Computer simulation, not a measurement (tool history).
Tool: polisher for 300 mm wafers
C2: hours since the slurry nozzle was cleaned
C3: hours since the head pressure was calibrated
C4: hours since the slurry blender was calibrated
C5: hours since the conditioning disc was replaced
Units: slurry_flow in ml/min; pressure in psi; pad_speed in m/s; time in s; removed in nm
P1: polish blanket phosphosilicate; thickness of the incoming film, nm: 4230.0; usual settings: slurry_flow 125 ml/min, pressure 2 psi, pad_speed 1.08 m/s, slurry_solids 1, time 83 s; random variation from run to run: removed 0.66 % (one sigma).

Run 1, day 0.425: slurry_flow 125 ml/min, pressure 2 psi, pad_speed 1.08 m/s, slurry_solids 1, time 83 s; wafers polished on this pad 251; C2 317.3; C3 132.4; C4 35.7; C5 204.5. Result: removed 459.13 nm.
Run 2, day 0.792: slurry_flow 125 ml/min, pressure 2 psi, pad_speed 1.08 m/s, slurry_solids 1, time 83 s; wafers polished on this pad 330; C2 326.1; C3 141.2; C4 44.5; C5 213.3. Result: removed 461.68 nm.
Run 3, day 1.2: slurry_flow 125 ml/min, pressure 2 psi, pad_speed 1.66 m/s, slurry_solids 1, time 83 s; wafers polished on this pad 419; C2 335.9; C3 151; C4 54.3; C5 223.1. Result: removed 649.48 nm.
At day 1.3: slurry blender recalibrated.
Run 4, day 1.717: slurry_flow 75 ml/min, pressure 2 psi, pad_speed 1.08 m/s, slurry_solids 1, time 83 s; wafers polished on this pad 530; C2 348.3; C3 163.4; C4 10; C5 235.5. Result: removed 408.05 nm.
Run 5, day 2.046: slurry_flow 125 ml/min, pressure 0.9 psi, pad_speed 1.08 m/s, slurry_solids 1, time 83 s; wafers polished on this pad 602; C2 356.2; C3 171.3; C4 17.9; C5 243.4. Result: removed 208.79 nm.
Run 6, day 2.467: slurry_flow 125 ml/min, pressure 2 psi, pad_speed 1.08 m/s, slurry_solids 1, time 83 s; wafers polished on this pad 693; C2 366.3; C3 181.4; C4 28; C5 253.5. Result: removed 462.25 nm.
Run 7, day 2.804: slurry_flow 125 ml/min, pressure 2 psi, pad_speed 1.08 m/s, slurry_solids 1, time 56 s; wafers polished on this pad 766; C2 374.4; C3 189.5; C4 36.1; C5 261.6. Result: removed 312.17 nm.
Run 8, day 3.125: slurry_flow 125 ml/min, pressure 2 psi, pad_speed 1.08 m/s, slurry_solids 1, time 126 s; wafers polished on this pad 835; C2 382.1; C3 197.2; C4 43.8; C5 269.3. Result: removed 696.31 nm.
Run 9, day 3.479: slurry_flow 85 ml/min, pressure 2 psi, pad_speed 1.08 m/s, slurry_solids 1, time 42 s; wafers polished on this pad 912; C2 390.6; C3 205.7; C4 52.3; C5 277.8. Result: removed 214.21 nm.
Run 10, day 3.917: slurry_flow 175 ml/min, pressure 2 psi, pad_speed 1.08 m/s, slurry_solids 1, time 83 s; wafers polished on this pad 1007; C2 401.1; C3 216.2; C4 62.8; C5 288.3. Result: removed 491.84 nm.
Run 11, day 4.229: slurry_flow 125 ml/min, pressure 2 psi, pad_speed 1.08 m/s, slurry_solids 1, time 83 s; wafers polished on this pad 1074; C2 408.6; C3 223.7; C4 70.3; C5 295.8. Result: removed 459.73 nm.
Run 12, day 4.688: slurry_flow 125 ml/min, pressure 1.3 psi, pad_speed 1.08 m/s, slurry_solids 1.45, time 83 s; wafers polished on this pad 1173; C2 419.6; C3 234.7; C4 81.3; C5 306.8. Result: removed 347.37 nm.
Run 13, day 5.046: slurry_flow 125 ml/min, pressure 2 psi, pad_speed 1.08 m/s, slurry_solids 1.4, time 83 s; wafers polished on this pad 1251; C2 428.2; C3 243.3; C4 89.9; C5 315.4. Result: removed 533.05 nm.
Run 14, day 5.388: slurry_flow 125 ml/min, pressure 2 psi, pad_speed 0.52 m/s, slurry_solids 1, time 83 s; wafers polished on this pad 1325; C2 436.4; C3 251.5; C4 98.1; C5 323.6. Result: removed 256.32 nm.
Run 15, day 5.7: slurry_flow 125 ml/min, pressure 2 psi, pad_speed 1.36 m/s, slurry_solids 1.4, time 83 s; wafers polished on this pad 1393; C2 443.9; C3 259; C4 105.6; C5 331.1. Result: removed 639.45 nm.
Run 16, day 6.15: slurry_flow 125 ml/min, pressure 2 psi, pad_speed 1.08 m/s, slurry_solids 1, time 83 s; wafers polished on this pad 1490; C2 454.7; C3 269.8; C4 116.4; C5 341.9. Result: removed 463.55 nm.
Run 17, day 6.533: slurry_flow 125 ml/min, pressure 2 psi, pad_speed 1.08 m/s, slurry_solids 0.65, time 83 s; wafers polished on this pad 1573; C2 463.9; C3 279; C4 125.6; C5 351.1. Result: removed 371.93 nm.
Run 18, day 6.979: slurry_flow 125 ml/min, pressure 3.2 psi, pad_speed 1.08 m/s, slurry_solids 1, time 83 s; wafers polished on this pad 1669; C2 474.6; C3 289.7; C4 136.3; C5 361.8. Result: removed 746.29 nm.
Run 19, day 7.508: slurry_flow 125 ml/min, pressure 2 psi, pad_speed 1.08 m/s, slurry_solids 1, time 83 s; wafers polished on this pad 1784; C2 487.3; C3 302.4; C4 149; C5 374.5. Result: removed 461.11 nm.
Run 20, day 8.025: slurry_flow 125 ml/min, pressure 2 psi, pad_speed 1.08 m/s, slurry_solids 1, time 83 s; wafers polished on this pad 1896; C2 499.7; C3 314.8; C4 161.4; C5 386.9. Result: removed 420.49 nm.
Run 21, day 8.467: slurry_flow 125 ml/min, pressure 2 psi, pad_speed 1.08 m/s, slurry_solids 1, time 83 s; wafers polished on this pad 1991; C2 510.3; C3 325.4; C4 172; C5 397.5. Result: removed 413.1 nm.
At day 8.608: slurry nozzle cleaned.
At day 8.729: conditioning disc replaced and pad reconditioned.
Run 22, day 8.971: slurry_flow 125 ml/min, pressure 2 psi, pad_speed 1.08 m/s, slurry_solids 1, time 83 s; wafers polished on this pad 2101; C2 8.8; C3 337.5; C4 184.1; C5 5.8. Result: removed 400.02 nm.
At day 9.038: head pressure recalibrated.
Run 23, day 9.417: slurry_flow 125 ml/min, pressure 2 psi, pad_speed 1.08 m/s, slurry_solids 1, time 83 s; wafers polished on this pad 2197; C2 19.5; C3 9.2; C4 194.8; C5 16.5. Result: removed 400.34 nm.
Run 24, day 9.838: slurry_flow 125 ml/min, pressure 2 psi, pad_speed 1.08 m/s, slurry_solids 1, time 83 s; wafers polished on this pad 2288; C2 29.6; C3 19.3; C4 204.9; C5 26.6. Result: removed 397.06 nm.
Run 25, day 10.088: slurry_flow 125 ml/min, pressure 2 psi, pad_speed 1.08 m/s, slurry_solids 1, time 83 s; wafers polished on this pad 2342; C2 35.6; C3 25.3; C4 210.9; C5 32.6. Result: removed 400.7 nm.

What P1 gives has crept away from where it was. These 2 causes fit the log equally well, each at the size given:
A: removal rate lost through wear of the pad, % = 13.6
B: abrasive missing from the slurry, % = 25.6
The creep began at about day 7.508.
Why every other cause is out:
slurry flow missing at the pad, %: serviced at day 8.608, which brought nothing back
head's pressure below its setpoint, %: serviced at day 9.038, which brought nothing back
time polished since the conditioner stopped cutting, s: serviced at day 8.729, which brought nothing back

4 check runs are offered, each on 5 wafers whose results are averaged, their results left as question marks. Which one tells the causes apart?
Run check 1, day 10.338: slurry_flow 125 ml/min, pressure 1.4 psi, pad_speed 1.08 m/s, slurry_solids 1, time 83 s. Result: removed ?.
Run check 2, day 10.338: slurry_flow 125 ml/min, pressure 2 psi, pad_speed 1.08 m/s, slurry_solids 1.35, time 83 s. Result: removed ?.
Run check 3, day 10.338: slurry_flow 125 ml/min, pressure 2 psi, pad_speed 1.42 m/s, slurry_solids 1, time 83 s. Result: removed ?.
Run check 4, day 10.338: slurry_flow 125 ml/min, pressure 3.1 psi, pad_speed 1.08 m/s, slurry_solids 1, time 122 s. Result: removed ?.

What each check would give under each cause:
  check   result    if A    if B
check 1  removed  279.13  279.37
check 2  removed  452.02  462.44
check 3  removed  496.36  496.79
check 4  removed  908.48  909.27
How far apart the two closest causes lie, in the result that separates them most: check 1 0.09 %; check 2 2.28 %; check 3 0.09 %; check 4 0.09 %
Only check 2 tells the causes apart: in the others they would give nearly the same result.

Check 2 was then run and gave: removed 450.35 nm. Which cause is it?

It is A: removal rate lost through wear of the pad, %.
